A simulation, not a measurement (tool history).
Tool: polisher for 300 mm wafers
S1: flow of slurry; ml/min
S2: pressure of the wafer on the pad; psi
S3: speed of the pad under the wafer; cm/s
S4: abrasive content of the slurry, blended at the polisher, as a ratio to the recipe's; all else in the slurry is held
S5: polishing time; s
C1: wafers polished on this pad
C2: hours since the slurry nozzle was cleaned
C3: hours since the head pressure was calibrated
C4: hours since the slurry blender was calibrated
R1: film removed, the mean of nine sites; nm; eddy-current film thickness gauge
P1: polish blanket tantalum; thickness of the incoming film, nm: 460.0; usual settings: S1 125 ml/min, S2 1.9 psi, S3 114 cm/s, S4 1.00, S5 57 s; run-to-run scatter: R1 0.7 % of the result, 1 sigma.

run	hour	S1	S2	S3	S4	S5	C1	C2	C3	C4	R1
1	7.1	125	1.9	114	1.00	57	359	274.0	89.8	46.3	105.380
2	19.1	125	1.9	114	1.00	26	544	286.0	101.8	58.3	48.163
3	28.9	175	1.9	114	1.00	57	695	295.8	111.6	68.1	112.410
4	37.7	125	2.7	114	1.00	57	831	304.6	120.4	76.9	149.900
5	48.8	75	1.9	114	1.00	57	1003	315.7	131.5	88.0	92.794
6	55.4	125	1.9	114	1.00	57	1105	322.3	138.1	94.6	104.950
7	64.2	125	1.9	66	1.40	57	1240	331.1	146.9	103.4	67.040
8	75.9	125	1.9	114	1.00	57	1421	342.8	158.6	115.1	105.430
9	81.7	125	1.9	114	1.45	57	1511	348.6	164.4	120.9	117.000
10	89.7	125	1.9	114	0.55	57	1634	356.6	172.4	128.9	86.145
11	101.4	125	1.9	58	0.80	57	1815	368.3	184.1	140.6	49.805
12	109.3	125	1.9	114	1.00	57	1937	376.2	192.0	148.5	105.110
13	115.3	125	1.9	114	1.00	90	2029	382.2	198.0	154.5	166.410
14	124.1	125	1.9	114	1.00	57	2165	391.0	206.8	163.3	107.750
15	135.0	125	1.9	176	1.00	57	2333	401.9	217.7	174.2	161.140
16	146.4	125	1.9	52	1.00	57	2509	413.3	229.1	185.6	48.593
17	157.1	125	0.9	114	1.00	57	2674	424.0	239.8	196.3	50.144
18	164.8	125	1.9	114	1.00	57	2793	431.7	247.5	204.0	104.590
19	176.8	125	1.9	114	1.00	57	2979	443.7	259.5	216.0	102.330
20	187.4	125	1.9	114	1.00	57	3142	454.3	270.1	226.6	100.720
21	197.0	125	1.9	114	1.00	57	3290	463.9	279.7	236.2	98.333
# hour 203.8: worn pad replaced by a new one
22	203.8	125	1.9	114	1.00	57	1	470.7	286.5	243.0	97.866
# hour 208.6: head pressure recalibrated
23	211.3	125	1.9	114	1.00	57	116	478.2	2.7	250.5	96.974
24	217.3	125	1.9	114	1.00	57	209	484.2	8.7	256.5	95.838
25	225.3	125	1.9	114	1.00	57	332	492.2	16.7	264.5	96.343
26	234.5	125	1.9	114	1.00	57	474	501.4	25.9	273.7	95.143
27	244.0	125	1.9	114	1.00	57	621	510.9	35.4	283.2	95.805
28	256.3	125	1.9	114	1.00	57	811	523.2	47.7	295.5	95.254

What P1 gives has crept away from where it was. These 2 causes fit the log equally well, each at the size given:
A: abrasive missing from the slurry, % = 26.4
B: slurry flow missing at the pad, % = 32.9
The creep began at about hour 164.8.
Why every other cause is out:
removal rate lost through wear of the pad, %: serviced at hour 203.8, which brought nothing back
head's pressure below its setpoint, %: serviced at hour 208.6, which brought nothing back

4 check runs are offered, one wafer each, their results left as question marks. Which one tells the causes apart?
check 1	268.6	125	1.9	160	1.00	88					?
check 2	268.6	125	1.9	174	1.00	26					?
check 3	268.6	75	1.9	114	1.00	86					?
check 4	268.6	125	1.3	172	1.00	57					?

What each check would give under each cause:
check	result	if A	if B
check 1	R1	207.730	207.720
check 2	R1	66.746	66.743
check 3	R1	126.800	120.250
check 4	R1	98.969	98.964
How far apart the two closest causes lie, in the result that separates them most: check 1 0.01 %; check 2 0.01 %; check 3 5.3 %; check 4 0.01 %
Check 3 tells the causes apart: in the others they would give nearly the same result.

Check 3 was then run and gave: R1 119.900 nm. Which cause is it?

It is B: slurry flow missing at the pad, %.
